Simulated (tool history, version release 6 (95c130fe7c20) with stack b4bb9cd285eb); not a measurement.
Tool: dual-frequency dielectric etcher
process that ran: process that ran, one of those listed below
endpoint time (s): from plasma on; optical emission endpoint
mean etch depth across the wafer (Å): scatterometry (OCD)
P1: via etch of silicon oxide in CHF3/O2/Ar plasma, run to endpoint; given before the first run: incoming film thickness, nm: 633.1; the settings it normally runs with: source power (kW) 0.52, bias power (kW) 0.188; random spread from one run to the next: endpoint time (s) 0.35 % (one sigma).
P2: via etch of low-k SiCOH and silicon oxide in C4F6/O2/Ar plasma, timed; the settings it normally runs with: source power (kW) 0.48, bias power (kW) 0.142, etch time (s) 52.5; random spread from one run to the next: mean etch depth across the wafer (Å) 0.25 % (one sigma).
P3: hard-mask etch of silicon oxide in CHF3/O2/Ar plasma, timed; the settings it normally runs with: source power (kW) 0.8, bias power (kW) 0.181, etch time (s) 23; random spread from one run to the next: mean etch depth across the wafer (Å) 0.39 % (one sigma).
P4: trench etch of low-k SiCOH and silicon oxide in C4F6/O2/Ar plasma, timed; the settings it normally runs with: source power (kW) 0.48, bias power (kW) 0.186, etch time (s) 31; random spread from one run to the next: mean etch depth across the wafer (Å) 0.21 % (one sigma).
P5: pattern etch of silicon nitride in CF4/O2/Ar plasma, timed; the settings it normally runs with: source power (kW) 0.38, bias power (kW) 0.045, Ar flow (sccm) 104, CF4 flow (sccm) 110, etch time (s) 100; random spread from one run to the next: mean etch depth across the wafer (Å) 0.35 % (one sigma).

run,hour,process that ran,source power (kW),bias power (kW),etch time (s),Ar flow (sccm),CF4 flow (sccm),hours since the last wet clean,hours since the last source power generator calibration,hours since the last bias power generator calibration,endpoint time (s),mean etch depth across the wafer (Å)
1,14.1,P1,0.52,0.188,,,,118.7,2113.5,606.4,326.47,
2,25.6,P4,0.48,0.186,31,,,130.2,2125,617.9,,1053.7
3,33.4,P2,0.48,0.182,52.5,,,138,2132.8,625.7,,1486.3
4,46.6,P1,0.52,0.188,,,,151.2,2146,638.9,326.56,
5,61.2,P3,0.8,0.225,23,,,165.8,2160.6,653.5,,542.01
6,71.4,P3,0.8,0.181,30.5,,,176,2170.8,663.7,,664.41
7,80.9,P1,0.52,0.188,,,,185.5,2180.3,673.2,326.68,
8,91.4,P3,0.62,0.181,23,,,196,2190.8,683.7,,453.09
9,103.7,P1,0.34,0.188,,,,208.3,2203.1,696,383.93,
10,118.6,P1,0.52,0.239,,,,223.2,2218,710.9,300.24,
11,127.3,P4,0.48,0.186,47,,,231.9,2226.7,719.6,,1599.4
12,139.7,P2,0.48,0.142,31.5,,,244.3,2239.1,732,,826.94
13,154.9,P5,0.38,0.045,136.5,104,110,259.5,2254.3,747.2,,1972
14,168.1,P2,0.35,0.142,52.5,,,272.7,2267.5,760.4,,1218.3
15,175.4,P5,0.38,0.045,100,104,110,280,2274.8,767.7,,1444.9
16,183.4,P5,0.38,0.045,100,104,132,288,2282.8,775.7,,1482.4
17,192,P5,0.38,0.045,100,69,110,296.6,2291.4,784.3,,1512.6
18,205.1,P2,0.48,0.142,52.5,,,309.7,2304.5,797.4,,1380.7
19,216.5,P4,0.65,0.186,31,,,321.1,2315.9,808.8,,1185
20,227.7,P5,0.38,0.045,100,104,110,332.3,2327.1,820,,1442.5
21,234.8,P4,0.48,0.186,31,,,339.4,2334.2,827.1,,1054.5
22,243.2,P3,0.8,0.181,23,,,347.8,2342.6,835.5,,500.27
23,252,P1,0.63,0.188,,,,356.6,2351.4,844.3,303.81,
24,260,P5,0.38,0.028,100,104,110,364.6,2359.4,852.3,,1219
25,268.5,P1,0.52,0.113,,,,373.1,2367.9,860.8,384.48,
26,279.5,P1,0.32,0.136,,,,384.1,2378.9,871.8,437.97,
27,291.8,P5,0.28,0.045,100,104,110,396.4,2391.2,884.1,,1101.8
28,305.6,P1,0.38,0.226,,,,410.2,2405,897.9,344.55,
29,315.2,P4,0.48,0.246,31,,,419.8,2414.6,907.5,,1154.6

Run 30 is up next; what results do you expect?
30,326.9,P1,0.62,0.145,,,,431.5,2426.3,919.2,?,

For run 30 the tool returned endpoint time (s) 331.53.
